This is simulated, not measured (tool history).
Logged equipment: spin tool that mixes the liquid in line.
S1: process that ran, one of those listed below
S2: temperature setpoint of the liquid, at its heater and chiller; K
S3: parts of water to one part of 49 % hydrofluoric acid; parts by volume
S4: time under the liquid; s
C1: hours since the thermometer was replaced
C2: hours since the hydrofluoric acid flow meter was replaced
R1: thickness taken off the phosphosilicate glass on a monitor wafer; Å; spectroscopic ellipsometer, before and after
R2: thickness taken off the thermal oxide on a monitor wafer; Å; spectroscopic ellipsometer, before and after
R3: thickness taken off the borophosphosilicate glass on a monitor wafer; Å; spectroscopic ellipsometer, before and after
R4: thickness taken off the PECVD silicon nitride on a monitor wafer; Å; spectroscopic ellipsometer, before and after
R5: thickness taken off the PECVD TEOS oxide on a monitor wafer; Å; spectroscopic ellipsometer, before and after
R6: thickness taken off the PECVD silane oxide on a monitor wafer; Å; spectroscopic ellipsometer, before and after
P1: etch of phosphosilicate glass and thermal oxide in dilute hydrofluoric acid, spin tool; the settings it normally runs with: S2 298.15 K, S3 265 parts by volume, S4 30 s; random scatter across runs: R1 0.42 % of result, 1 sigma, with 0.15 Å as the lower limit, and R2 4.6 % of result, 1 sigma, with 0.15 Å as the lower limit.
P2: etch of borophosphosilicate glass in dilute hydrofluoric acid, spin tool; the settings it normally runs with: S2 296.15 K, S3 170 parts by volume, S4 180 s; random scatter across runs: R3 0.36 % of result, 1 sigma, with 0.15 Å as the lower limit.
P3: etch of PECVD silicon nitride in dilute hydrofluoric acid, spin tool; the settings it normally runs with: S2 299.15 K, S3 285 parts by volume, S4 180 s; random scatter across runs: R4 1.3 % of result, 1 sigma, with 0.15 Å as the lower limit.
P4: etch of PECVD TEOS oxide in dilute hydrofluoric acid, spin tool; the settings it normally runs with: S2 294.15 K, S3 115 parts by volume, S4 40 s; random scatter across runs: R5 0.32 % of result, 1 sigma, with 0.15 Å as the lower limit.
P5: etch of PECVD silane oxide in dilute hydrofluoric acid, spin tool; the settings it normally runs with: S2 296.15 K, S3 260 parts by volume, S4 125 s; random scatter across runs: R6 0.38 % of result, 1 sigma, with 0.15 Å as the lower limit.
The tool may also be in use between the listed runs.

{"run": 1, "day": 0.454, "S1": "P1", "S2": 298.15, "S3": 265, "S4": 30, "C1": 423.3, "C2": 1479.4, "R1": 199.38, "R2": 4.667}
{"run": 2, "day": 1.017, "S1": "P1", "S2": 298.15, "S3": 265, "S4": 30, "C1": 436.8, "C2": 1492.9, "R1": 199.55, "R2": 4.2333}
{"run": 3, "day": 1.638, "S1": "P2", "S2": 296.15, "S3": 170, "S4": 180, "C1": 451.7, "C2": 1507.8, "R3": 353.11}
{"run": 4, "day": 2.108, "S1": "P3", "S2": 299.15, "S3": 50, "S4": 180, "C1": 463, "C2": 1519.1, "R4": 95.735}
{"run": 5, "day": 2.433, "S1": "P4", "S2": 294.15, "S3": 215, "S4": 40, "C1": 470.8, "C2": 1526.9, "R5": 32.698}
{"run": 6, "day": 2.808, "S1": "P5", "S2": 296.15, "S3": 440, "S4": 125, "C1": 479.8, "C2": 1535.9, "R6": 31.121}
{"run": 7, "day": 3.221, "S1": "P1", "S2": 290.65, "S3": 265, "S4": 30, "C1": 489.7, "C2": 1545.8, "R1": 150.15, "R2": 3.7779}
{"run": 8, "day": 3.696, "S1": "P4", "S2": 294.15, "S3": 115, "S4": 40, "C1": 501.1, "C2": 1557.2, "R5": 67.931}
{"run": 9, "day": 4.188, "S1": "P1", "S2": 298.15, "S3": 265, "S4": 30, "C1": 512.9, "C2": 1569, "R1": 199.85, "R2": 4.3715}
{"run": 10, "day": 4.808, "S1": "P1", "S2": 298.15, "S3": 265, "S4": 15, "C1": 527.8, "C2": 1583.9, "R1": 99.049, "R2": 2.3995}
{"run": 11, "day": 5.308, "S1": "P5", "S2": 296.15, "S3": 260, "S4": 125, "C1": 539.8, "C2": 1595.9, "R6": 62.183}
{"run": 12, "day": 5.742, "S1": "P4", "S2": 302.15, "S3": 115, "S4": 40, "C1": 550.2, "C2": 1606.3, "R5": 92.923}
{"day": 6.242, "done": "hydrofluoric acid flow meter replaced"}
{"run": 13, "day": 6.304, "S1": "P1", "S2": 302.65, "S3": 130, "S4": 30, "C1": 563.7, "C2": 1.5, "R1": 555.05, "R2": 11.82}
{"run": 14, "day": 6.908, "S1": "P3", "S2": 299.15, "S3": 285, "S4": 180, "C1": 578.2, "C2": 16, "R4": 16.627}
{"run": 15, "day": 7.271, "S1": "P1", "S2": 298.15, "S3": 265, "S4": 30, "C1": 586.9, "C2": 24.7, "R1": 199.92, "R2": 4.5838}
{"run": 16, "day": 7.821, "S1": "P5", "S2": 296.15, "S3": 260, "S4": 210, "C1": 600.1, "C2": 37.9, "R6": 105.51}
{"run": 17, "day": 8.362, "S1": "P1", "S2": 306.15, "S3": 265, "S4": 30, "C1": 613.1, "C2": 50.9, "R1": 259.52, "R2": 5.7591}
{"run": 18, "day": 8.633, "S1": "P2", "S2": 302.65, "S3": 170, "S4": 180, "C1": 619.6, "C2": 57.4, "R3": 446.72}
{"run": 19, "day": 9.179, "S1": "P1", "S2": 298.15, "S3": 265, "S4": 55, "C1": 632.7, "C2": 70.5, "R1": 366.32, "R2": 8.9985}
{"run": 20, "day": 9.629, "S1": "P1", "S2": 298.15, "S3": 405, "S4": 30, "C1": 643.5, "C2": 81.3, "R1": 114.15, "R2": 2.7654}
{"run": 21, "day": 10.146, "S1": "P1", "S2": 298.15, "S3": 420, "S4": 15, "C1": 655.9, "C2": 93.7, "R1": 54.114, "R2": 1.1868}
{"run": 22, "day": 10.471, "S1": "P1", "S2": 298.15, "S3": 85, "S4": 30, "C1": 663.7, "C2": 101.5, "R1": 758.93, "R2": 18.745}
{"run": 23, "day": 10.762, "S1": "P1", "S2": 298.15, "S3": 265, "S4": 30, "C1": 670.7, "C2": 108.5, "R1": 198.33, "R2": 4.6362}
{"run": 24, "day": 11.083, "S1": "P5", "S2": 296.15, "S3": 260, "S4": 125, "C1": 678.4, "C2": 116.2, "R6": 62.766}
{"run": 25, "day": 11.496, "S1": "P4", "S2": 294.15, "S3": 115, "S4": 20, "C1": 688.3, "C2": 126.1, "R5": 34.067}
{"run": 26, "day": 11.812, "S1": "P5", "S2": 290.15, "S3": 260, "S4": 125, "C1": 695.9, "C2": 133.7, "R6": 50.007}
{"run": 27, "day": 12.321, "S1": "P2", "S2": 296.15, "S3": 295, "S4": 180, "C1": 708.1, "C2": 145.9, "R3": 178.5}
{"run": 28, "day": 12.85, "S1": "P2", "S2": 296.15, "S3": 170, "S4": 180, "C1": 720.8, "C2": 158.6, "R3": 351.18}
{"run": 29, "day": 13.267, "S1": "P3", "S2": 306.65, "S3": 285, "S4": 180, "C1": 730.8, "C2": 168.6, "R4": 25.67}
{"run": 30, "day": 13.85, "S1": "P2", "S2": 296.15, "S3": 170, "S4": 335, "C1": 744.8, "C2": 182.6, "R3": 654.43}
{"run": 31, "day": 14.354, "S1": "P4", "S2": 294.15, "S3": 115, "S4": 40, "C1": 756.9, "C2": 194.7, "R5": 67.715}
{"run": 32, "day": 14.842, "S1": "P3", "S2": 299.15, "S3": 285, "S4": 15, "C1": 768.6, "C2": 206.4, "R4": 1.2719}
{"run": 33, "day": 15.233, "S1": "P1", "S2": 298.15, "S3": 265, "S4": 30, "C1": 778, "C2": 215.8, "R1": 198.14, "R2": 4.8384}
{"run": 34, "day": 15.571, "S1": "P1", "S2": 298.15, "S3": 265, "S4": 30, "C1": 786.1, "C2": 223.9, "R1": 204.59, "R2": 5.1192}
{"run": 35, "day": 16.0, "S1": "P1", "S2": 298.15, "S3": 265, "S4": 30, "C1": 796.4, "C2": 234.2, "R1": 207.61, "R2": 4.6923}
{"run": 36, "day": 16.542, "S1": "P1", "S2": 298.15, "S3": 265, "S4": 30, "C1": 809.4, "C2": 247.2, "R1": 210.69, "R2": 4.8876}
{"run": 37, "day": 17.092, "S1": "P1", "S2": 298.15, "S3": 265, "S4": 30, "C1": 822.6, "C2": 260.4, "R1": 213.25, "R2": 4.8287}
{"run": 38, "day": 17.671, "S1": "P1", "S2": 298.15, "S3": 265, "S4": 30, "C1": 836.5, "C2": 274.3, "R1": 212.12, "R2": 4.9648}
{"run": 39, "day": 18.158, "S1": "P1", "S2": 298.15, "S3": 265, "S4": 30, "C1": 848.2, "C2": 286, "R1": 212.95, "R2": 4.9915}
{"run": 40, "day": 18.7, "S1": "P1", "S2": 298.15, "S3": 265, "S4": 30, "C1": 861.2, "C2": 299, "R1": 215.03, "R2": 5.2151}
{"run": 41, "day": 19.3, "S1": "P1", "S2": 298.15, "S3": 265, "S4": 30, "C1": 875.6, "C2": 313.4, "R1": 214.47, "R2": 4.7389}

Something has made what P1 gives creep away from where it was; the 2 causes below, each at its own stated size, fit the log equally well:
A: liquid hotter than its thermometer reads (K) = 2.13
B: hydrofluoric acid flow above the setpoint (%) = 5.98
The creep began at about day 15.233.

Which of the 4 check runs listed below, each an average over 2 wafers with its results shown as question marks, gives clearly different results under the different listed causes?
{"run": "check 1", "day": 19.9, "S1": "P5", "S2": 290.15, "S3": 410, "S4": 125, "R6": "?"}
{"run": "check 2", "day": 19.9, "S1": "P4", "S2": 300.65, "S3": 170, "S4": 40, "R5": "?"}
{"run": "check 3", "day": 19.9, "S1": "P3", "S2": 299.15, "S3": 115, "S4": 90, "R4": "?"}
{"run": "check 4", "day": 19.9, "S1": "P2", "S2": 296.15, "S3": 260, "S4": 245, "R3": "?"}

If the cause were each of the candidates in turn, the checks would give the following:
check=check_1 result=R6 if_A=30.324 if_B=30.341
check=check_2 result=R5 if_A=59.685 if_B=59.279
check=check_3 result=R4 if_A=23.575 if_B=21.803
check=check_4 result=R3 if_A=307.51 if_B=306.57
Gap, in per cent, between the two causes that each check separates least, read from the result that separates them most: check 1 0.05 %; check 2 0.68 %; check 3 7.82 %; check 4 0.3 %
Check 3 tells the causes apart: in the others they would give nearly the same result.

Here is what check 3 returned: R4 23.673 Å. Which cause is it?

The cause is A: liquid hotter than its thermometer reads (K).
